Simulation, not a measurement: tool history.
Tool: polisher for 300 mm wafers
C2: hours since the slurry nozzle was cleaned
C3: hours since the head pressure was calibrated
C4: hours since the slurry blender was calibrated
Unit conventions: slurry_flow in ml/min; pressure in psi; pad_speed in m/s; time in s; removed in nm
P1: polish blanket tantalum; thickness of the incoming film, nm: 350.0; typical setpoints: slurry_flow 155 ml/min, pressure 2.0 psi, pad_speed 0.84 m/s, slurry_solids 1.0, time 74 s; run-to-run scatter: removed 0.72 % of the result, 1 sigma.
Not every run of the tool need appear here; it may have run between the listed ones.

{"run": 1, "hour": 15.3, "slurry_flow": 155, "pressure": 2.0, "pad_speed": 0.84, "slurry_solids": 1.0, "time": 74, "wafers polished on this pad": 425, "C2": 465.7, "C3": 794.0, "C4": 64.7, "removed": 116.53}
{"run": 2, "hour": 25.0, "slurry_flow": 155, "pressure": 2.0, "pad_speed": 0.84, "slurry_solids": 1.0, "time": 74, "wafers polished on this pad": 518, "C2": 475.4, "C3": 803.7, "C4": 74.4, "removed": 114.66}
{"run": 3, "hour": 32.3, "slurry_flow": 155, "pressure": 3.0, "pad_speed": 0.84, "slurry_solids": 1.0, "time": 74, "wafers polished on this pad": 588, "C2": 482.7, "C3": 811.0, "C4": 81.7, "removed": 173.29}
{"run": 4, "hour": 45.0, "slurry_flow": 155, "pressure": 2.0, "pad_speed": 0.84, "slurry_solids": 1.0, "time": 74, "wafers polished on this pad": 709, "C2": 495.4, "C3": 823.7, "C4": 94.4, "removed": 116.6}
{"run": 5, "hour": 59.1, "slurry_flow": 155, "pressure": 2.0, "pad_speed": 0.84, "slurry_solids": 1.0, "time": 74, "wafers polished on this pad": 844, "C2": 509.5, "C3": 837.8, "C4": 108.5, "removed": 115.1}
{"run": 6, "hour": 66.9, "slurry_flow": 155, "pressure": 2.0, "pad_speed": 0.84, "slurry_solids": 1.4, "time": 74, "wafers polished on this pad": 918, "C2": 517.3, "C3": 845.6, "C4": 116.3, "removed": 126.51}
{"run": 7, "hour": 82.5, "slurry_flow": 155, "pressure": 2.0, "pad_speed": 0.84, "slurry_solids": 1.0, "time": 74, "wafers polished on this pad": 1068, "C2": 532.9, "C3": 861.2, "C4": 131.9, "removed": 114.7}
{"run": 8, "hour": 96.0, "slurry_flow": 155, "pressure": 2.0, "pad_speed": 0.46, "slurry_solids": 1.0, "time": 74, "wafers polished on this pad": 1197, "C2": 546.4, "C3": 874.7, "C4": 145.4, "removed": 63.592}
{"run": 9, "hour": 104.5, "slurry_flow": 155, "pressure": 2.0, "pad_speed": 0.84, "slurry_solids": 1.0, "time": 74, "wafers polished on this pad": 1278, "C2": 554.9, "C3": 883.2, "C4": 153.9, "removed": 116.24}
{"run": 10, "hour": 113.2, "slurry_flow": 205, "pressure": 2.0, "pad_speed": 0.84, "slurry_solids": 1.0, "time": 74, "wafers polished on this pad": 1361, "C2": 563.6, "C3": 891.9, "C4": 162.6, "removed": 120.08}
{"run": 11, "hour": 120.5, "slurry_flow": 155, "pressure": 2.0, "pad_speed": 0.84, "slurry_solids": 1.0, "time": 33, "wafers polished on this pad": 1431, "C2": 570.9, "C3": 899.2, "C4": 169.9, "removed": 51.573}
{"run": 12, "hour": 129.7, "slurry_flow": 155, "pressure": 2.0, "pad_speed": 1.1, "slurry_solids": 1.0, "time": 74, "wafers polished on this pad": 1519, "C2": 580.1, "C3": 908.4, "C4": 179.1, "removed": 150.54}
{"run": 13, "hour": 137.1, "slurry_flow": 95, "pressure": 2.0, "pad_speed": 0.84, "slurry_solids": 1.0, "time": 74, "wafers polished on this pad": 1589, "C2": 587.5, "C3": 915.8, "C4": 186.5, "removed": 104.86}
{"run": 14, "hour": 152.5, "slurry_flow": 155, "pressure": 2.0, "pad_speed": 0.84, "slurry_solids": 1.0, "time": 113, "wafers polished on this pad": 1737, "C2": 602.9, "C3": 931.2, "C4": 201.9, "removed": 177.01}
{"run": 15, "hour": 159.6, "slurry_flow": 155, "pressure": 2.0, "pad_speed": 0.84, "slurry_solids": 0.6, "time": 74, "wafers polished on this pad": 1804, "C2": 610.0, "C3": 938.3, "C4": 209.0, "removed": 97.033}
{"run": 16, "hour": 173.3, "slurry_flow": 155, "pressure": 0.9, "pad_speed": 0.84, "slurry_solids": 1.0, "time": 74, "wafers polished on this pad": 1935, "C2": 623.7, "C3": 952.0, "C4": 222.7, "removed": 51.79}
{"run": 17, "hour": 187.1, "slurry_flow": 215, "pressure": 2.0, "pad_speed": 0.58, "slurry_solids": 1.0, "time": 74, "wafers polished on this pad": 2067, "C2": 637.5, "C3": 965.8, "C4": 236.5, "removed": 83.023}
{"run": 18, "hour": 196.8, "slurry_flow": 225, "pressure": 2.0, "pad_speed": 0.52, "slurry_solids": 1.0, "time": 74, "wafers polished on this pad": 2160, "C2": 647.2, "C3": 975.5, "C4": 246.2, "removed": 74.501}
{"run": 19, "hour": 207.0, "slurry_flow": 155, "pressure": 2.0, "pad_speed": 0.84, "slurry_solids": 1.0, "time": 74, "wafers polished on this pad": 2257, "C2": 657.4, "C3": 985.7, "C4": 256.4, "removed": 114.88}
{"run": 20, "hour": 220.1, "slurry_flow": 155, "pressure": 2.0, "pad_speed": 0.84, "slurry_solids": 1.0, "time": 74, "wafers polished on this pad": 2383, "C2": 670.5, "C3": 998.8, "C4": 269.5, "removed": 109.72}
{"run": 21, "hour": 235.6, "slurry_flow": 155, "pressure": 2.0, "pad_speed": 0.84, "slurry_solids": 1.0, "time": 74, "wafers polished on this pad": 2531, "C2": 686.0, "C3": 1014.3, "C4": 285.0, "removed": 106.51}
{"hour": 241.5, "done": "worn pad replaced by a new one"}
{"run": 22, "hour": 244.1, "slurry_flow": 155, "pressure": 2.0, "pad_speed": 0.84, "slurry_solids": 1.0, "time": 74, "wafers polished on this pad": 25, "C2": 694.5, "C3": 1022.8, "C4": 293.5, "removed": 104.12}
{"hour": 249.0, "done": "slurry blender recalibrated"}
{"run": 23, "hour": 253.2, "slurry_flow": 155, "pressure": 2.0, "pad_speed": 0.84, "slurry_solids": 1.0, "time": 74, "wafers polished on this pad": 112, "C2": 703.6, "C3": 1031.9, "C4": 4.3, "removed": 105.65}
{"run": 24, "hour": 262.1, "slurry_flow": 155, "pressure": 2.0, "pad_speed": 0.84, "slurry_solids": 1.0, "time": 74, "wafers polished on this pad": 197, "C2": 712.5, "C3": 1040.8, "C4": 13.2, "removed": 105.48}
{"run": 25, "hour": 270.4, "slurry_flow": 155, "pressure": 2.0, "pad_speed": 0.84, "slurry_solids": 1.0, "time": 74, "wafers polished on this pad": 276, "C2": 720.8, "C3": 1049.1, "C4": 21.5, "removed": 105.49}

Something has made what P1 gives creep away from where it was; the 2 causes below, each at its own stated size, fit the log equally well:
A: head's pressure below its setpoint, % = 9.56
B: slurry flow missing at the pad, % = 38.2
Creep in the process output first set in at about hour 207.0.
What rules out each remaining cause:
removal rate lost through wear of the pad, %: serviced after onset, at hour 241.5, with no recovery of the prior output
abrasive missing from the slurry, %: serviced after onset, at hour 249.0, with no recovery of the prior output

The list below offers 4 check runs, each averaging the results of 3 wafers, and shows each result as a question mark. For which of them would the listed causes give clearly different results?
{"run": "check 1", "hour": 278.7, "slurry_flow": 115, "pressure": 2.0, "pad_speed": 0.84, "slurry_solids": 1.0, "time": 91, "removed": "?"}
{"run": "check 2", "hour": 278.7, "slurry_flow": 155, "pressure": 2.0, "pad_speed": 0.84, "slurry_solids": 0.7, "time": 74, "removed": "?"}
{"run": "check 3", "hour": 278.7, "slurry_flow": 155, "pressure": 1.1, "pad_speed": 0.84, "slurry_solids": 1.0, "time": 96, "removed": "?"}
{"run": "check 4", "hour": 278.7, "slurry_flow": 155, "pressure": 1.1, "pad_speed": 0.84, "slurry_solids": 1.0, "time": 104, "removed": "?"}

What each check would give under each cause:
check=check_1 result=removed if_A=121.370 if_B=117.710
check=check_2 result=removed if_A=93.106 if_B=93.090
check=check_3 result=removed if_A=74.567 if_B=74.554
check=check_4 result=removed if_A=80.781 if_B=80.767
Minimum pairwise separation of causes per check, each pair taken at its best-separating result: check 1 3.06 %; check 2 0.02 %; check 3 0.02 %; check 4 0.02 %
Check 1 tells the causes apart: in the others they would give nearly the same result.

The results of check 1 are: removed 121.950 nm. Based on these, which of the listed causes is it?

It was cause A: head's pressure below its setpoint, %.

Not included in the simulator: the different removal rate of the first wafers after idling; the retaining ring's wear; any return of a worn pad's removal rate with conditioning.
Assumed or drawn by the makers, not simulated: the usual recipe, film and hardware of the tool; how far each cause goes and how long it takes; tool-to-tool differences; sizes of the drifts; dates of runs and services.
